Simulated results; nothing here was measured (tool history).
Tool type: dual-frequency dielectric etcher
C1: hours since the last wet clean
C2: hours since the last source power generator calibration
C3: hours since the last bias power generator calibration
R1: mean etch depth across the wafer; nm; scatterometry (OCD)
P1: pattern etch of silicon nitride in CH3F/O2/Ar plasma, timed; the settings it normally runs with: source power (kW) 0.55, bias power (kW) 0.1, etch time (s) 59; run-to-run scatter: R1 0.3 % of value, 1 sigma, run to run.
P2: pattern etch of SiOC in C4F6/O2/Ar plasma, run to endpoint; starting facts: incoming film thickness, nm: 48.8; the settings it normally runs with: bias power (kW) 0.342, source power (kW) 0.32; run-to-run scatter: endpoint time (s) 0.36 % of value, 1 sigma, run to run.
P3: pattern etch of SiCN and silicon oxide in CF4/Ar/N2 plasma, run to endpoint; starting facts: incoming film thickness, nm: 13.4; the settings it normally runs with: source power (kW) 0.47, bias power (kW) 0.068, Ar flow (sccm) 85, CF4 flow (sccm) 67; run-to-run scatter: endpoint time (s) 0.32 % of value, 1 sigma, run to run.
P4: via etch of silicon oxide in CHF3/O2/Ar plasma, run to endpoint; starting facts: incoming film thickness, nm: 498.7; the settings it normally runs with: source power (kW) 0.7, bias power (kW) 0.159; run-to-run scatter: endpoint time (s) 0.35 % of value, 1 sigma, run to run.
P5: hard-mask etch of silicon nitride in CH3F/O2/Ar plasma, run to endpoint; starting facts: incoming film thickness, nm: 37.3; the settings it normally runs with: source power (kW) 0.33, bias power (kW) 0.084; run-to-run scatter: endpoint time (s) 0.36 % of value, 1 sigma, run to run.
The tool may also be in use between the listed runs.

{"run": 1, "day": 0.488, "process that ran": "P1", "source power (kW)": 0.55, "bias power (kW)": 0.1, "etch time (s)": 59, "C1": 176.3, "C2": 1059.2, "C3": 1598.1, "R1": 51.627}
{"run": 2, "day": 0.817, "process that ran": "P1", "source power (kW)": 0.35, "bias power (kW)": 0.1, "etch time (s)": 59, "C1": 184.2, "C2": 1067.1, "C3": 1606, "R1": 43.594}
{"run": 3, "day": 1.096, "process that ran": "P3", "source power (kW)": 0.47, "bias power (kW)": 0.068, "Ar flow (sccm)": 85, "CF4 flow (sccm)": 42, "C1": 190.9, "C2": 1073.8, "C3": 1612.7, "endpoint time (s)": 15.972}
{"run": 4, "day": 1.329, "process that ran": "P4", "source power (kW)": 0.7, "bias power (kW)": 0.159, "C1": 196.5, "C2": 1079.4, "C3": 1618.3, "endpoint time (s)": 244.97}
{"run": 5, "day": 1.592, "process that ran": "P1", "source power (kW)": 0.43, "bias power (kW)": 0.1, "etch time (s)": 82.5, "C1": 202.8, "C2": 1085.7, "C3": 1624.6, "R1": 66.203}
{"run": 6, "day": 1.842, "process that ran": "P3", "source power (kW)": 0.47, "bias power (kW)": 0.045, "Ar flow (sccm)": 85, "CF4 flow (sccm)": 67, "C1": 208.8, "C2": 1091.7, "C3": 1630.6, "endpoint time (s)": 16.8}
{"run": 7, "day": 2.175, "process that ran": "P1", "source power (kW)": 0.55, "bias power (kW)": 0.08, "etch time (s)": 37, "C1": 216.8, "C2": 1099.7, "C3": 1638.6, "R1": 29.877}
{"day": 2.362, "done": "source power generator calibrated"}
{"run": 8, "day": 2.562, "process that ran": "P3", "source power (kW)": 0.47, "bias power (kW)": 0.068, "Ar flow (sccm)": 102, "CF4 flow (sccm)": 67, "C1": 226.1, "C2": 4.9, "C3": 1647.9, "endpoint time (s)": 15.193}
{"run": 9, "day": 2.875, "process that ran": "P1", "source power (kW)": 0.55, "bias power (kW)": 0.068, "etch time (s)": 59, "C1": 233.6, "C2": 12.4, "C3": 1655.4, "R1": 45.136}
{"run": 10, "day": 3.338, "process that ran": "P3", "source power (kW)": 0.47, "bias power (kW)": 0.068, "Ar flow (sccm)": 85, "CF4 flow (sccm)": 67, "C1": 244.7, "C2": 23.5, "C3": 1666.5, "endpoint time (s)": 14.872}
{"run": 11, "day": 3.854, "process that ran": "P4", "source power (kW)": 0.7, "bias power (kW)": 0.225, "C1": 257.1, "C2": 35.9, "C3": 1678.9, "endpoint time (s)": 217.87}
{"run": 12, "day": 4.233, "process that ran": "P1", "source power (kW)": 0.55, "bias power (kW)": 0.1, "etch time (s)": 59, "C1": 266.2, "C2": 45, "C3": 1688, "R1": 51.716}
{"run": 13, "day": 4.6, "process that ran": "P1", "source power (kW)": 0.35, "bias power (kW)": 0.1, "etch time (s)": 86.5, "C1": 275, "C2": 53.8, "C3": 1696.8, "R1": 64.482}
{"run": 14, "day": 4.838, "process that ran": "P2", "source power (kW)": 0.32, "bias power (kW)": 0.342, "C1": 280.7, "C2": 59.5, "C3": 1702.5, "endpoint time (s)": 20.707}
{"run": 15, "day": 5.121, "process that ran": "P2", "source power (kW)": 0.32, "bias power (kW)": 0.209, "C1": 287.5, "C2": 66.3, "C3": 1709.3, "endpoint time (s)": 24.407}
{"day": 5.146, "done": "bias power generator calibrated"}
{"day": 5.375, "done": "wet clean of the chamber"}
{"run": 16, "day": 5.554, "process that ran": "P4", "source power (kW)": 0.87, "bias power (kW)": 0.159, "C1": 4.4, "C2": 76.7, "C3": 9.8, "endpoint time (s)": 223.96}
{"run": 17, "day": 5.892, "process that ran": "P5", "source power (kW)": 0.33, "bias power (kW)": 0.103, "C1": 12.5, "C2": 84.8, "C3": 17.9, "endpoint time (s)": 50.398}
{"run": 18, "day": 6.204, "process that ran": "P1", "source power (kW)": 0.55, "bias power (kW)": 0.1, "etch time (s)": 41, "C1": 20, "C2": 92.3, "C3": 25.4, "R1": 35.851}
{"run": 19, "day": 6.65, "process that ran": "P1", "source power (kW)": 0.55, "bias power (kW)": 0.1, "etch time (s)": 59, "C1": 30.7, "C2": 103, "C3": 36.1, "R1": 51.637}
{"run": 20, "day": 7.042, "process that ran": "P1", "source power (kW)": 0.74, "bias power (kW)": 0.1, "etch time (s)": 59, "C1": 40.1, "C2": 112.4, "C3": 45.5, "R1": 58.142}
{"run": 21, "day": 7.504, "process that ran": "P5", "source power (kW)": 0.33, "bias power (kW)": 0.084, "C1": 51.2, "C2": 123.5, "C3": 56.6, "endpoint time (s)": 54.199}
{"run": 22, "day": 7.962, "process that ran": "P1", "source power (kW)": 0.55, "bias power (kW)": 0.1, "etch time (s)": 59, "C1": 62.2, "C2": 134.5, "C3": 67.6, "R1": 52.024}
{"run": 23, "day": 8.233, "process that ran": "P1", "source power (kW)": 0.55, "bias power (kW)": 0.127, "etch time (s)": 59, "C1": 68.7, "C2": 141, "C3": 74.1, "R1": 56.493}
{"run": 24, "day": 8.583, "process that ran": "P1", "source power (kW)": 0.55, "bias power (kW)": 0.1, "etch time (s)": 77.5, "C1": 77.1, "C2": 149.4, "C3": 82.5, "R1": 68.357}
{"run": 25, "day": 9.071, "process that ran": "P3", "source power (kW)": 0.63, "bias power (kW)": 0.068, "Ar flow (sccm)": 85, "CF4 flow (sccm)": 67, "C1": 88.8, "C2": 161.1, "C3": 94.2, "endpoint time (s)": 11.456}
{"run": 26, "day": 9.592, "process that ran": "P5", "source power (kW)": 0.33, "bias power (kW)": 0.084, "C1": 101.3, "C2": 173.6, "C3": 106.7, "endpoint time (s)": 54.346}
{"run": 27, "day": 9.875, "process that ran": "P5", "source power (kW)": 0.46, "bias power (kW)": 0.084, "C1": 108.1, "C2": 180.4, "C3": 113.5, "endpoint time (s)": 47.808}
{"run": 28, "day": 10.204, "process that ran": "P2", "source power (kW)": 0.39, "bias power (kW)": 0.342, "C1": 116, "C2": 188.3, "C3": 121.4, "endpoint time (s)": 19.396}
{"run": 29, "day": 10.712, "process that ran": "P2", "source power (kW)": 0.32, "bias power (kW)": 0.342, "C1": 128.2, "C2": 200.5, "C3": 133.6, "endpoint time (s)": 20.616}
{"run": 30, "day": 11.129, "process that ran": "P1", "source power (kW)": 0.55, "bias power (kW)": 0.1, "etch time (s)": 59, "C1": 138.2, "C2": 210.5, "C3": 143.6, "R1": 51.892}
{"run": 31, "day": 11.45, "process that ran": "P1", "source power (kW)": 0.55, "bias power (kW)": 0.1, "etch time (s)": 59, "C1": 145.9, "C2": 218.2, "C3": 151.3, "R1": 51.872}
{"run": 32, "day": 11.858, "process that ran": "P1", "source power (kW)": 0.55, "bias power (kW)": 0.1, "etch time (s)": 59, "C1": 155.7, "C2": 228, "C3": 161.1, "R1": 52.373}
{"run": 33, "day": 12.342, "process that ran": "P1", "source power (kW)": 0.55, "bias power (kW)": 0.1, "etch time (s)": 59, "C1": 167.3, "C2": 239.6, "C3": 172.7, "R1": 52.61}
{"run": 34, "day": 12.604, "process that ran": "P1", "source power (kW)": 0.55, "bias power (kW)": 0.1, "etch time (s)": 59, "C1": 173.6, "C2": 245.9, "C3": 179, "R1": 52.556}
{"run": 35, "day": 12.892, "process that ran": "P1", "source power (kW)": 0.55, "bias power (kW)": 0.1, "etch time (s)": 59, "C1": 180.5, "C2": 252.8, "C3": 185.9, "R1": 52.512}
{"day": 13.138, "done": "wet clean of the chamber"}
{"run": 36, "day": 13.275, "process that ran": "P1", "source power (kW)": 0.55, "bias power (kW)": 0.1, "etch time (s)": 59, "C1": 3.3, "C2": 262, "C3": 195.1, "R1": 52.375}
{"run": 37, "day": 13.554, "process that ran": "P1", "source power (kW)": 0.55, "bias power (kW)": 0.1, "etch time (s)": 59, "C1": 10, "C2": 268.7, "C3": 201.8, "R1": 52.542}
{"run": 38, "day": 13.938, "process that ran": "P1", "source power (kW)": 0.55, "bias power (kW)": 0.1, "etch time (s)": 59, "C1": 19.2, "C2": 277.9, "C3": 211, "R1": 52.43}
{"run": 39, "day": 14.458, "process that ran": "P1", "source power (kW)": 0.55, "bias power (kW)": 0.1, "etch time (s)": 59, "C1": 31.7, "C2": 290.4, "C3": 223.5, "R1": 52.564}

P1 no longer gives what it gave before; its output has crept away from where it was. The following 2 causes, each at its listed size, fit the log equally well:
A: bias power that arrives over what is set, % = 4.28
B: source power that arrives over what is set, % = 4.12
At approximately day 11.129, the process output began to creep.
All other causes, with the reason each is excluded:
chamber walls in a state that raises the etch rate, %: serviced at day 13.138, after the change had begun; the process did not return to its earlier output

Which of the 4 check runs listed below, each an average over 2 wafers with its results shown as question marks, gives clearly different results under the different listed causes?
{"run": "check 1", "day": 14.979, "process that ran": "P4", "source power (kW)": 0.7, "bias power (kW)": 0.159, "endpoint time (s)": "?"}
{"run": "check 2", "day": 14.979, "process that ran": "P3", "source power (kW)": 0.47, "bias power (kW)": 0.068, "Ar flow (sccm)": 85, "CF4 flow (sccm)": 67, "endpoint time (s)": "?"}
{"run": "check 3", "day": 14.979, "process that ran": "P5", "source power (kW)": 0.33, "bias power (kW)": 0.084, "endpoint time (s)": "?"}
{"run": "check 4", "day": 14.979, "process that ran": "P2", "source power (kW)": 0.32, "bias power (kW)": 0.342, "endpoint time (s)": "?"}

What every check run would give for each of its results, assuming each possible cause in turn:
check=check_1 result=endpoint_time_(s) if_A=241.24 if_B=240.77
check=check_2 result=endpoint_time_(s) if_A=14.634 if_B=14.314
check=check_3 result=endpoint_time_(s) if_A=53.372 if_B=53.372
check=check_4 result=endpoint_time_(s) if_A=20.388 if_B=20.386
Per check, the gap between the least separated pair of causes, taken in the result that splits them most: check 1 0.2 %; check 2 2.21 %; check 3 0 %; check 4 0.01 %
Only check 2 tells the causes apart: in the others they would give nearly the same result.

Check 2 was carried out, with these results: endpoint time (s) 14.638. Which of the listed causes is responsible?

The cause is A: bias power that arrives over what is set, %.

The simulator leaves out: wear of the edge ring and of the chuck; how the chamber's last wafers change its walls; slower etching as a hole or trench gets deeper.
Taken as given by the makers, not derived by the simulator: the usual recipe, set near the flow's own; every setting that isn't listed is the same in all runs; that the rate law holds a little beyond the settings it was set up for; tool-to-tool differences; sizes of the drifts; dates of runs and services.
